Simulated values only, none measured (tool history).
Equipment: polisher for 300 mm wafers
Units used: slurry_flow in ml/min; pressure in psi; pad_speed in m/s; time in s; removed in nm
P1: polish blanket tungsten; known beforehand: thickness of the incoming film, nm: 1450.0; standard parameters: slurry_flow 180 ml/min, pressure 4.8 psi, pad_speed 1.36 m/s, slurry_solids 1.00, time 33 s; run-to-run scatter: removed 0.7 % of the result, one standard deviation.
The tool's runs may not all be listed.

run   hour  slurry_flow  pressure  pad_speed  slurry_solids  time  wafers polished on this pad  hours since the slurry nozzle was cleaned  hours since the head pressure was calibrated  hours since the slurry blender was calibrated  hours since the slurry got fresh peroxide  removed
  1   14.5          180       4.8       1.36           1.00    33                         1222                                      297.6                                         258.9                                          243.9                                       74.1   282.26
  2   22.3          290       4.8       1.36           1.00    33                         1279                                      305.4                                         266.7                                          251.7                                       81.9   305.11
      29.4  -- slurry nozzle cleaned
  3   33.9          180       4.8       1.36           1.00    47                         1365                                        4.5                                         278.3                                          263.3                                       93.5   409.09
  4   46.5          180       4.8       1.36           0.70    33                         1459                                       17.1                                         290.9                                          275.9                                      106.1   265.46
  5   57.0          180       4.8       1.36           1.45    33                         1537                                       27.6                                         301.4                                          286.4                                      116.6   308.89
  6   72.3          180       4.8       1.36           1.00    33                         1650                                       42.9                                         316.7                                          301.7                                      131.9   283.49
  7   80.6          180       6.1       1.36           1.00    33                         1712                                       51.2                                         325.0                                          310.0                                      140.2   362.91
  8   95.2          180       4.8       1.98           1.00    33                         1820                                       65.8                                         339.6                                          324.6                                      154.8   413.87
  9  102.4          110       4.8       1.36           1.00    33                         1873                                       73.0                                         346.8                                          331.8                                      162.0   257.77
 10  116.9          180       4.8       1.36           1.00    33                         1981                                       87.5                                         361.3                                          346.3                                      176.5   282.99
 11  129.7          180       6.9       1.36           0.80    33                         2076                                      100.3                                         374.1                                          359.1                                      189.3   387.21
 12  137.4          180       4.8       1.36           1.00    20                         2133                                      108.0                                         381.8                                          366.8                                      197.0   173.80
 13  152.2          180       4.8       1.36           1.00    33                         2242                                      122.8                                         396.6                                          381.6                                      211.8   288.74
 14  165.2          180       4.8       1.82           1.45    33                         2339                                      135.8                                         409.6                                          394.6                                      224.8   418.27
 15  179.1          180       2.3       1.36           1.00    33                         2442                                      149.7                                         423.5                                          408.5                                      238.7   135.62
     183.6  -- slurry blender recalibrated
 16  186.0          180       4.8       1.84           0.70    33                         2493                                      156.6                                         430.4                                            2.5                                      245.6   350.13
 17  197.4          180       4.8       0.62           1.00    33                         2577                                      168.0                                         441.8                                           13.9                                      257.0   128.76
 18  210.3          180       4.8       1.36           1.00    33                         2673                                      180.9                                         454.7                                           26.8                                      269.9   286.68
 19  221.1          180       4.8       1.36           1.00    33                         2753                                      191.7                                         465.5                                           37.6                                      280.7   284.31
 20  231.2          180       4.8       1.36           1.00    33                         2828                                      201.8                                         475.6                                           47.7                                      290.8   276.81
     241.5  -- worn pad replaced by a new one
     241.7  -- head pressure recalibrated
 21  246.8          180       4.8       1.36           1.00    33                           39                                      217.4                                           5.2                                           63.3                                      306.4   265.41
 22  253.6          180       4.8       1.36           1.00    33                           89                                      224.2                                          12.0                                           70.1                                      313.2   265.41
     261.3  -- slurry tank refilled with fresh slurry and peroxide
 23  261.5          180       4.8       1.36           1.00    33                          148                                      232.1                                          19.9                                           78.0                                        0.3   266.04
 24  269.3          180       4.8       1.36           1.00    33                          206                                      239.9                                          27.7                                           85.8                                        8.1   265.35

What will run 25 give?
 25  277.3          180       4.8       1.36           1.00    33                          265                                      247.9                                          35.7                                           93.8                                       16.1        ?

removed: 259.95 nm
